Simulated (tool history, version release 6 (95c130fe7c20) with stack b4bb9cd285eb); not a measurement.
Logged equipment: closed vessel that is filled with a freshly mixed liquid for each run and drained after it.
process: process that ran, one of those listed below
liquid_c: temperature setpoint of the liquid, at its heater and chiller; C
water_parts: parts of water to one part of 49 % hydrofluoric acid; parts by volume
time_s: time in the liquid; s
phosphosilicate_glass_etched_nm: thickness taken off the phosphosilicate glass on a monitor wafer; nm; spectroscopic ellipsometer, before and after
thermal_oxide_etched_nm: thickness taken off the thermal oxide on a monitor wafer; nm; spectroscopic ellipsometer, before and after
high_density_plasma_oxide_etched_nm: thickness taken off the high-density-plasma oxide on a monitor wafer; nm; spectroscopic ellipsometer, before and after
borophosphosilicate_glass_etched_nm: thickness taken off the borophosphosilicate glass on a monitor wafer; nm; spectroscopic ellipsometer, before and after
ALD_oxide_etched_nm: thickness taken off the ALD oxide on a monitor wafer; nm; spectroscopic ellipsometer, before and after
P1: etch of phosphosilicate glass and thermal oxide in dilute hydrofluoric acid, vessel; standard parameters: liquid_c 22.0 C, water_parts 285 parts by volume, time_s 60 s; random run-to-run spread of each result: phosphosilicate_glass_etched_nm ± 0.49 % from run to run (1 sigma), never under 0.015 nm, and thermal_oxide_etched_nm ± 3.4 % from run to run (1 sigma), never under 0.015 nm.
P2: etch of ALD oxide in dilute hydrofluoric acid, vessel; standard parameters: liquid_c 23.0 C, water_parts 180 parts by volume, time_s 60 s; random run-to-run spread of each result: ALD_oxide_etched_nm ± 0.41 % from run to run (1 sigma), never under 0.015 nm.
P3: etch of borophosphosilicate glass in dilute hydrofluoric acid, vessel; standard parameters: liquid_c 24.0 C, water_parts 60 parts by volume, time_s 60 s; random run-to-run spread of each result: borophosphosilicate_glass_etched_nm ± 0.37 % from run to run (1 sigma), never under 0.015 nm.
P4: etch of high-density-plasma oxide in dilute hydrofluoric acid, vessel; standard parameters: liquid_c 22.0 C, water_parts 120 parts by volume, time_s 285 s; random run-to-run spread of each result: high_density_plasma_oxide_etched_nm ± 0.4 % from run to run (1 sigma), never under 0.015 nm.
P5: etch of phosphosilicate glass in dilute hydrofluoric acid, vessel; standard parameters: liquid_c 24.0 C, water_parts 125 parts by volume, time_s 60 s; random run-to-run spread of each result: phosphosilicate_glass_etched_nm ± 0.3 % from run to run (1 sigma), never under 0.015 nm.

run	day	process	liquid_c	water_parts	time_s	hours since the thermometer was replaced	hours since the hydrofluoric acid flow meter was replaced	phosphosilicate_glass_etched_nm	thermal_oxide_etched_nm	high_density_plasma_oxide_etched_nm	borophosphosilicate_glass_etched_nm	ALD_oxide_etched_nm
1	0.308	P1	22.0	285	60	425.6	571.9	31.868	0.84440			
2	0.612	P1	22.0	515	60	432.9	579.2	14.376	0.37455			
3	1.042	P4	22.0	120	525	443.2	589.5			20.012		
4	1.362	P1	17.0	285	60	450.9	597.2	26.376	0.69978			
5	1.708	P3	24.0	60	95	459.2	605.5				111.090	
6	2.146	P1	17.0	285	85	469.7	616.0	37.483	0.99767			
7	2.471	P5	24.0	125	60	477.5	623.8	51.743				
8	2.946	P2	23.0	180	110	488.9	635.2					12.7490
9	3.471	P3	24.0	20	60	501.5	647.8				221.330	
10	4.054	P1	22.0	375	95	515.5	661.8	35.022	0.94005			
11	4.625	P1	22.0	285	60	529.2	675.5	31.648	0.81997			
12	5.000	P1	22.0	285	90	538.2	684.5	47.493	1.29710			
13	5.371	P1	22.0	285	60	547.1	693.4	31.503	0.85124			
14	5.708	P2	23.0	180	60	555.2	701.5					7.0920
15	6.279	P4	22.0	120	285	568.9	715.2			10.875		
16	6.879	P1	22.0	285	60	583.3	729.6	31.583	0.88704			
17	7.508	P2	23.0	180	60	598.4	744.7					6.9972
18	7.879	P1	22.0	285	60	607.3	753.6	31.422	0.86755			
19	8.504	P3	24.0	60	60	622.3	768.6				70.114	
20	9.167	P1	29.0	285	60	638.2	784.5	39.948	0.99494			
21	9.471	P1	22.0	285	60	645.5	791.8	31.751	0.83399			
22	9.792	P5	24.0	125	115	653.2	799.5	99.898				
23	10.262	P5	31.5	125	60	664.5	810.8	69.386				
24	10.779	P5	24.0	30	60	676.9	823.2	244.930				
25	11.188	P1	22.0	285	30	686.7	833.0	15.766	0.43978			
26	11.829	P2	23.0	115	60	702.1	848.4					11.8140
27	12.167	P4	22.0	120	285	710.2	856.5			10.739		
28	12.688	P1	22.0	60	60	722.7	869.0	192.100	4.99790			
29	13.296	P4	22.0	215	285	737.3	883.6			5.419		
30	13.821	P3	24.0	60	60	749.9	896.2				69.961	
31	14.146	P4	30.0	120	285	757.7	904.0			14.624		
32	14.438	P3	28.5	60	60	764.7	911.0				83.793	
33	14.992	P2	31.5	180	60	778.0	924.3					9.5382
34	15.358	P1	22.0	285	60	786.8	933.1	31.727	0.85987			
35	15.762	P1	22.0	285	60	796.5	942.8	30.722	0.79544			
36	16.117	P1	22.0	285	60	805.0	951.3	30.306	0.78450			
37	16.658	P1	22.0	285	60	818.0	964.3	29.856	0.83544			
38	17.221	P1	22.0	285	60	831.5	977.8	29.651	0.82751			
39	17.517	P1	22.0	285	60	838.6	984.9	29.466	0.81256			
40	18.012	P1	22.0	285	60	850.5	996.8	29.370	0.78753			
41	18.617	P1	22.0	285	60	865.0	1011.3	29.136	0.78185			
42	18.996	P1	22.0	285	60	874.1	1020.4	29.315	0.77830			
43	19.446	P1	22.0	285	60	884.9	1031.2	29.208	0.80717			

The log shows P1 creeping away from where it was. Any of the 2 causes listed here, at the size stated for it, fits the log just as well as the others:
A: liquid colder than its thermometer reads (K) = 2.28
B: hydrofluoric acid flow below the setpoint (%) = 6.28
At approximately day 15.358, the process output began to creep.

Of the 4 check runs listed below, each run on one wafer and each result written as a question mark, which would let you distinguish the listed causes because they would give clearly different results?
check 1	19.896	P3	24.0	20	60						?	
check 2	19.896	P5	31.0	125	110			?				
check 3	19.896	P4	27.5	210	285					?		
check 4	19.896	P2	27.5	180	105							?

Predicted outcomes, by check and by cause:
check	result	if A	if B
check 1	borophosphosilicate_glass_etched_nm	200.830	207.030
check 2	phosphosilicate_glass_etched_nm	114.160	115.000
check 3	high_density_plasma_oxide_etched_nm	6.3128	6.3168
check 4	ALD_oxide_etched_nm	13.3010	13.3560
Per-check spread between the two closest causes, in the result where they differ most: check 1 3.04 %; check 2 0.73 %; check 3 0.06 %; check 4 0.41 %
Only in check 1 would the causes give clearly different results; in the remaining checks their results would be nearly the same.

Running check 1 produced the following: borophosphosilicate_glass_etched_nm 200.050 nm. Which one of the listed causes fits?

It is A: liquid colder than its thermometer reads (K).

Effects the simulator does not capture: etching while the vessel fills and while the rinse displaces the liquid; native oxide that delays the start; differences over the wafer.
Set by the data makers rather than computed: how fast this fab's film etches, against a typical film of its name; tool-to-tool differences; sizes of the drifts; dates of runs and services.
